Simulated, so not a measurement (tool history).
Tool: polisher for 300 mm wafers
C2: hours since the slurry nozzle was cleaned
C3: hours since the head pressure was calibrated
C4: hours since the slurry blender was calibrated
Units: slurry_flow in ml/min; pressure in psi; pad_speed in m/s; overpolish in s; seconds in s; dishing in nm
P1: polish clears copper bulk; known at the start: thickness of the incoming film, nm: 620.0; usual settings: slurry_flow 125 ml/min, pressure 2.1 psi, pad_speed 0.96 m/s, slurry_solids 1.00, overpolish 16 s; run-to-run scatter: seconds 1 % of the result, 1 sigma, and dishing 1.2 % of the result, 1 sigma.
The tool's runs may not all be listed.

{"run": 1, "hour": 11.2, "slurry_flow": 125, "pressure": 2.1, "pad_speed": 0.96, "slurry_solids": 1.0, "overpolish": 16, "wafers polished on this pad": 466, "C2": 412.5, "C3": 341.3, "C4": 175.4, "seconds": 94.918, "dishing": 60.098}
{"run": 2, "hour": 19.6, "slurry_flow": 125, "pressure": 1.1, "pad_speed": 0.96, "slurry_solids": 1.0, "overpolish": 16, "wafers polished on this pad": 530, "C2": 420.9, "C3": 349.7, "C4": 183.8, "seconds": 180.02, "dishing": 34.092}
{"run": 3, "hour": 32.7, "slurry_flow": 160, "pressure": 1.6, "pad_speed": 0.96, "slurry_solids": 1.0, "overpolish": 16, "wafers polished on this pad": 631, "C2": 434.0, "C3": 362.8, "C4": 196.9, "seconds": 117.41, "dishing": 49.432}
{"run": 4, "hour": 48.9, "slurry_flow": 190, "pressure": 2.1, "pad_speed": 0.96, "slurry_solids": 1.0, "overpolish": 27, "wafers polished on this pad": 755, "C2": 450.2, "C3": 379.0, "C4": 213.1, "seconds": 87.818, "dishing": 86.209}
{"run": 5, "hour": 64.5, "slurry_flow": 125, "pressure": 2.1, "pad_speed": 0.96, "slurry_solids": 1.0, "overpolish": 16, "wafers polished on this pad": 874, "C2": 465.8, "C3": 394.6, "C4": 228.7, "seconds": 95.129, "dishing": 57.969}
{"run": 6, "hour": 80.4, "slurry_flow": 125, "pressure": 2.1, "pad_speed": 0.96, "slurry_solids": 1.0, "overpolish": 16, "wafers polished on this pad": 996, "C2": 481.7, "C3": 410.5, "C4": 244.6, "seconds": 93.245, "dishing": 58.368}
{"run": 7, "hour": 93.0, "slurry_flow": 125, "pressure": 2.1, "pad_speed": 1.52, "slurry_solids": 1.0, "overpolish": 16, "wafers polished on this pad": 1093, "C2": 494.3, "C3": 423.1, "C4": 257.2, "seconds": 59.837, "dishing": 79.443}
{"run": 8, "hour": 110.6, "slurry_flow": 125, "pressure": 2.1, "pad_speed": 0.64, "slurry_solids": 1.0, "overpolish": 16, "wafers polished on this pad": 1228, "C2": 511.9, "C3": 440.7, "C4": 274.8, "seconds": 145.57, "dishing": 43.803}
{"run": 9, "hour": 123.7, "slurry_flow": 125, "pressure": 3.2, "pad_speed": 0.96, "slurry_solids": 1.0, "overpolish": 16, "wafers polished on this pad": 1328, "C2": 525.0, "C3": 453.8, "C4": 287.9, "seconds": 62.535, "dishing": 81.4}
{"run": 10, "hour": 138.8, "slurry_flow": 125, "pressure": 2.1, "pad_speed": 0.96, "slurry_solids": 1.0, "overpolish": 5, "wafers polished on this pad": 1444, "C2": 540.1, "C3": 468.9, "C4": 303.0, "seconds": 92.808, "dishing": 23.217}
{"run": 11, "hour": 155.6, "slurry_flow": 125, "pressure": 2.1, "pad_speed": 0.96, "slurry_solids": 1.0, "overpolish": 16, "wafers polished on this pad": 1573, "C2": 556.9, "C3": 485.7, "C4": 319.8, "seconds": 93.764, "dishing": 59.763}
{"run": 12, "hour": 166.9, "slurry_flow": 125, "pressure": 2.1, "pad_speed": 0.96, "slurry_solids": 1.45, "overpolish": 16, "wafers polished on this pad": 1659, "C2": 568.2, "C3": 497.0, "C4": 331.1, "seconds": 86.505, "dishing": 63.021}
{"run": 13, "hour": 179.8, "slurry_flow": 125, "pressure": 2.1, "pad_speed": 0.96, "slurry_solids": 1.0, "overpolish": 16, "wafers polished on this pad": 1758, "C2": 581.1, "C3": 509.9, "C4": 344.0, "seconds": 93.767, "dishing": 59.637}
{"hour": 188.0, "done": "slurry nozzle cleaned"}
{"run": 14, "hour": 188.9, "slurry_flow": 125, "pressure": 2.1, "pad_speed": 0.96, "slurry_solids": 1.0, "overpolish": 32, "wafers polished on this pad": 1828, "C2": 1.0, "C3": 519.0, "C4": 353.1, "seconds": 95.068, "dishing": 87.495}
{"run": 15, "hour": 203.3, "slurry_flow": 125, "pressure": 2.1, "pad_speed": 0.96, "slurry_solids": 0.55, "overpolish": 16, "wafers polished on this pad": 1939, "C2": 15.4, "C3": 533.4, "C4": 367.5, "seconds": 106.86, "dishing": 54.633}
{"run": 16, "hour": 220.3, "slurry_flow": 85, "pressure": 2.1, "pad_speed": 0.96, "slurry_solids": 1.0, "overpolish": 16, "wafers polished on this pad": 2069, "C2": 32.4, "C3": 550.4, "C4": 384.5, "seconds": 104.92, "dishing": 55.489}
{"run": 17, "hour": 229.7, "slurry_flow": 190, "pressure": 2.1, "pad_speed": 0.96, "slurry_solids": 1.0, "overpolish": 16, "wafers polished on this pad": 2141, "C2": 41.8, "C3": 559.8, "C4": 393.9, "seconds": 87.857, "dishing": 61.853}
{"run": 18, "hour": 240.1, "slurry_flow": 125, "pressure": 2.1, "pad_speed": 0.96, "slurry_solids": 1.0, "overpolish": 16, "wafers polished on this pad": 2221, "C2": 52.2, "C3": 570.2, "C4": 404.3, "seconds": 96.167, "dishing": 58.834}
{"run": 19, "hour": 256.7, "slurry_flow": 125, "pressure": 2.1, "pad_speed": 0.96, "slurry_solids": 1.0, "overpolish": 16, "wafers polished on this pad": 2348, "C2": 68.8, "C3": 586.8, "C4": 420.9, "seconds": 98.764, "dishing": 58.435}
{"run": 20, "hour": 271.8, "slurry_flow": 125, "pressure": 2.1, "pad_speed": 0.96, "slurry_solids": 1.0, "overpolish": 16, "wafers polished on this pad": 2464, "C2": 83.9, "C3": 601.9, "C4": 436.0, "seconds": 100.5, "dishing": 56.614}
{"run": 21, "hour": 283.8, "slurry_flow": 125, "pressure": 2.1, "pad_speed": 0.96, "slurry_solids": 1.0, "overpolish": 16, "wafers polished on this pad": 2556, "C2": 95.9, "C3": 613.9, "C4": 448.0, "seconds": 102.03, "dishing": 56.339}
{"hour": 292.0, "done": "head pressure recalibrated"}
{"run": 22, "hour": 296.4, "slurry_flow": 125, "pressure": 2.1, "pad_speed": 0.96, "slurry_solids": 1.0, "overpolish": 16, "wafers polished on this pad": 2652, "C2": 108.5, "C3": 4.5, "C4": 460.6, "seconds": 102.17, "dishing": 56.337}
{"run": 23, "hour": 312.6, "slurry_flow": 125, "pressure": 2.1, "pad_speed": 0.96, "slurry_solids": 1.0, "overpolish": 16, "wafers polished on this pad": 2777, "C2": 124.7, "C3": 20.7, "C4": 476.8, "seconds": 106.35, "dishing": 54.864}
{"run": 24, "hour": 328.6, "slurry_flow": 125, "pressure": 2.1, "pad_speed": 0.96, "slurry_solids": 1.0, "overpolish": 16, "wafers polished on this pad": 2899, "C2": 140.7, "C3": 36.7, "C4": 492.8, "seconds": 104.47, "dishing": 54.957}
{"hour": 332.6, "done": "slurry blender recalibrated"}
{"run": 25, "hour": 337.0, "slurry_flow": 125, "pressure": 2.1, "pad_speed": 0.96, "slurry_solids": 1.0, "overpolish": 16, "wafers polished on this pad": 2964, "C2": 149.1, "C3": 45.1, "C4": 4.4, "seconds": 107.9, "dishing": 54.992}
{"run": 26, "hour": 352.8, "slurry_flow": 125, "pressure": 2.1, "pad_speed": 0.96, "slurry_solids": 1.0, "overpolish": 16, "wafers polished on this pad": 3085, "C2": 164.9, "C3": 60.9, "C4": 20.2, "seconds": 104.67, "dishing": 53.655}
{"run": 27, "hour": 371.1, "slurry_flow": 125, "pressure": 2.1, "pad_speed": 0.96, "slurry_solids": 1.0, "overpolish": 16, "wafers polished on this pad": 3225, "C2": 183.2, "C3": 79.2, "C4": 38.5, "seconds": 106.47, "dishing": 54.018}

The next listed run, before its measurement:
{"run": 28, "hour": 387.6, "slurry_flow": 125, "pressure": 2.1, "pad_speed": 0.96, "slurry_solids": 1.0, "overpolish": 16, "wafers polished on this pad": 3352, "C2": 199.7, "C3": 95.7, "C4": 55.0, "seconds": "?", "dishing": "?"}

Run 28 gave seconds 106.010 s, dishing 55.335 nm.

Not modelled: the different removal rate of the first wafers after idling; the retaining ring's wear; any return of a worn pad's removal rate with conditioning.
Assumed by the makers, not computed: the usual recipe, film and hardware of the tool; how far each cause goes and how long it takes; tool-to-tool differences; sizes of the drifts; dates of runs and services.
